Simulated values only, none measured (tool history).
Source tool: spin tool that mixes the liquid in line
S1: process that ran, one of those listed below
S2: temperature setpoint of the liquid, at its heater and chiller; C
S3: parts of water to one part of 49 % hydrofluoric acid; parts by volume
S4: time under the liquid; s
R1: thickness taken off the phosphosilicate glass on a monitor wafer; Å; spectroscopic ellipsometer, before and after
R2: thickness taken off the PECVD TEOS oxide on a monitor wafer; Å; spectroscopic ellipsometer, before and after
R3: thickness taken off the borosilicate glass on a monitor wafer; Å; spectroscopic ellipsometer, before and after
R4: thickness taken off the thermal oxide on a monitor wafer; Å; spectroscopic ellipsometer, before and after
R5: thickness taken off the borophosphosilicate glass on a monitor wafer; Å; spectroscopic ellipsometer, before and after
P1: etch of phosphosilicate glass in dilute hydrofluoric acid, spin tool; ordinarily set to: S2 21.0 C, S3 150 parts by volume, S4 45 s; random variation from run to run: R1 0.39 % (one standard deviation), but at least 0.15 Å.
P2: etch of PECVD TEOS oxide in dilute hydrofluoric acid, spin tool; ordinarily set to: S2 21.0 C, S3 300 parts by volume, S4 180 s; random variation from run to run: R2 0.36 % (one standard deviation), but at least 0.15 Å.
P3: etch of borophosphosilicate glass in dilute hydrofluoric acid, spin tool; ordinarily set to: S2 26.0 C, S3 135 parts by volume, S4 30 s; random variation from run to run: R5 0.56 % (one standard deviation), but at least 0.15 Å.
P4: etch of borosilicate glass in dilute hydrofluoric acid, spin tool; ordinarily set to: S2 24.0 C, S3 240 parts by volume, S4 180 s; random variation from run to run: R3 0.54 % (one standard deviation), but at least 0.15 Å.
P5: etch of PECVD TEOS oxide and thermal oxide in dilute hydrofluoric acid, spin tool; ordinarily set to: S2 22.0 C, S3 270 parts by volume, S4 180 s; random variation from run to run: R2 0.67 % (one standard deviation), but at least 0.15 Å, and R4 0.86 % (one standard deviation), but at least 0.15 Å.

run 1 hour=3.9 | S1=P1 S2=21.0 S3=150 S4=45 | R1=513.32
run 2 hour=8.5 | S1=P2 S2=21.0 S3=300 S4=285 | R2=106.200
run 3 hour=16.5 | S1=P1 S2=17.0 S3=150 S4=85 | R1=815.12
run 4 hour=23.6 | S1=P1 S2=21.0 S3=150 S4=45 | R1=510.77
run 5 hour=28.5 | S1=P4 S2=24.0 S3=240 S4=305 | R3=219.840
run 6 hour=32.5 | S1=P1 S2=21.0 S3=150 S4=45 | R1=509.61
run 7 hour=36.7 | S1=P1 S2=21.0 S3=150 S4=45 | R1=517.32
run 8 hour=44.6 | S1=P4 S2=24.0 S3=240 S4=180 | R3=129.480
run 9 hour=49.0 | S1=P5 S2=22.0 S3=270 S4=55 | R2=13.302 R4=7.2654
run 10 hour=57.6 | S1=P1 S2=21.0 S3=40 S4=45 | R1=2184.10
run 11 hour=64.2 | S1=P2 S2=21.0 S3=300 S4=180 | R2=67.397
run 12 hour=70.5 | S1=P1 S2=21.0 S3=220 S4=45 | R1=324.00
run 13 hour=75.9 | S1=P1 S2=17.0 S3=150 S4=45 | R1=435.45
run 14 hour=82.5 | S1=P4 S2=17.0 S3=240 S4=180 | R3=99.429
run 15 hour=87.4 | S1=P3 S2=21.0 S3=135 S4=30 | R5=90.016
run 16 hour=93.7 | S1=P2 S2=28.5 S3=300 S4=180 | R2=86.925
run 17 hour=102.0 | S1=P4 S2=24.0 S3=240 S4=180 | R3=129.850
run 18 hour=107.9 | S1=P5 S2=22.0 S3=45 S4=180 | R2=325.160 R4=181.0300
run 19 hour=113.3 | S1=P1 S2=29.5 S3=150 S4=45 | R1=706.69
run 20 hour=119.3 | S1=P2 S2=21.0 S3=450 S4=180 | R2=39.455
run 21 hour=123.6 | S1=P5 S2=22.0 S3=270 S4=180 | R2=42.261 R4=24.0150
run 22 hour=128.0 | S1=P1 S2=21.0 S3=150 S4=85 | R1=970.54
run 23 hour=132.3 | S1=P3 S2=26.0 S3=135 S4=30 | R5=109.420

Expected results for the next run?
run 24 hour=140.9 | S1=P2 S2=21.0 S3=300 S4=180 | R2=?

{"run 24": {"R2": 67.461}}

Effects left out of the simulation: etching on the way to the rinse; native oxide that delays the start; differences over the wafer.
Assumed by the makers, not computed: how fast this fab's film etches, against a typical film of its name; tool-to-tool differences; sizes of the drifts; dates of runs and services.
